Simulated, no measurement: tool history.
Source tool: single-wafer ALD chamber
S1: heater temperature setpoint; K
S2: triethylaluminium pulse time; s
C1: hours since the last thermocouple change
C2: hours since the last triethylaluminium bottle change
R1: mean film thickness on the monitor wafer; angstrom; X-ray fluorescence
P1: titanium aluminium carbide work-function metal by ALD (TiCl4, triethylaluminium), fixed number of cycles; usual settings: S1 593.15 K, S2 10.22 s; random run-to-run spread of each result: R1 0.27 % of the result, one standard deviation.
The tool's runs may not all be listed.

run,hour,S1,S2,C1,C2,R1
1,10.7,593.15,10.22,868.5,235.9,21.630
2,22.1,570.15,10.22,879.9,247.3,19.651
3,30.8,593.15,4.53,888.6,256.0,17.558
4,40.9,593.15,10.22,898.7,266.1,21.682
5,47.8,572.15,13.40,905.6,273.0,20.185
6,61.7,578.15,6.20,919.5,286.9,18.506
7,71.8,593.15,10.22,929.6,297.0,21.596
8,78.7,593.15,10.22,936.5,303.9,21.635
9,87.1,593.15,16.03,944.9,312.3,22.201
10,96.5,616.15,10.22,954.3,321.7,23.645
11,109.7,593.15,10.22,967.5,334.9,21.506
12,121.6,573.15,14.05,979.4,346.8,20.270
13,133.9,593.15,10.22,991.7,359.1,21.599
14,147.4,593.15,10.22,1005.2,372.6,21.470
15,159.1,593.15,10.22,1016.9,384.3,21.371
16,170.0,593.15,10.22,1027.8,395.2,21.331
17,182.4,593.15,10.22,1040.2,407.6,21.282
18,193.6,593.15,10.22,1051.4,418.8,21.093
19,206.3,593.15,10.22,1064.1,431.5,21.242
20,218.6,593.15,10.22,1076.4,443.8,21.247
21,229.4,593.15,10.22,1087.2,454.6,21.250
22,238.8,593.15,10.22,1096.6,464.0,21.132
23,252.0,593.15,10.22,1109.8,477.2,21.141
24,263.9,593.15,10.22,1121.7,489.1,21.151

P1 no longer gives what it gave before; its output has crept away from where it was. The following 2 causes, each at its listed size, fit the log equally well:
A: triethylaluminium dose below that of a fresh bottle (%) = 15.7
B: wafer temperature below the value expected at the setpoint (K) = 5.53
The gradual shift began around hour 133.9.

The check runs listed below each take one wafer, and their results are still question marks. Under which run would the listed causes lead to clearly different results?
check 1,275.8,608.15,10.22,,,?
check 2,275.8,571.15,10.22,,,?
check 3,275.8,583.15,5.67,,,?
check 4,275.8,573.15,10.22,,,?

Predicted outcomes, by check and by cause:
check,result,if A,if B
check 1,R1,22.428,22.454
check 2,R1,19.265,19.231
check 3,R1,17.264,17.926
check 4,R1,19.433,19.403
Per-check spread between the two closest causes, in the result where they differ most: check 1 0.12 %; check 2 0.17 %; check 3 3.76 %; check 4 0.16 %
The other checks would show nearly matching results whichever cause is true, so check 3 is the only one that separates the causes.

Check 3 was carried out, with these results: R1 17.250 angstrom. Which of the listed causes is responsible?

A is the cause: triethylaluminium dose below that of a fresh bottle (%).
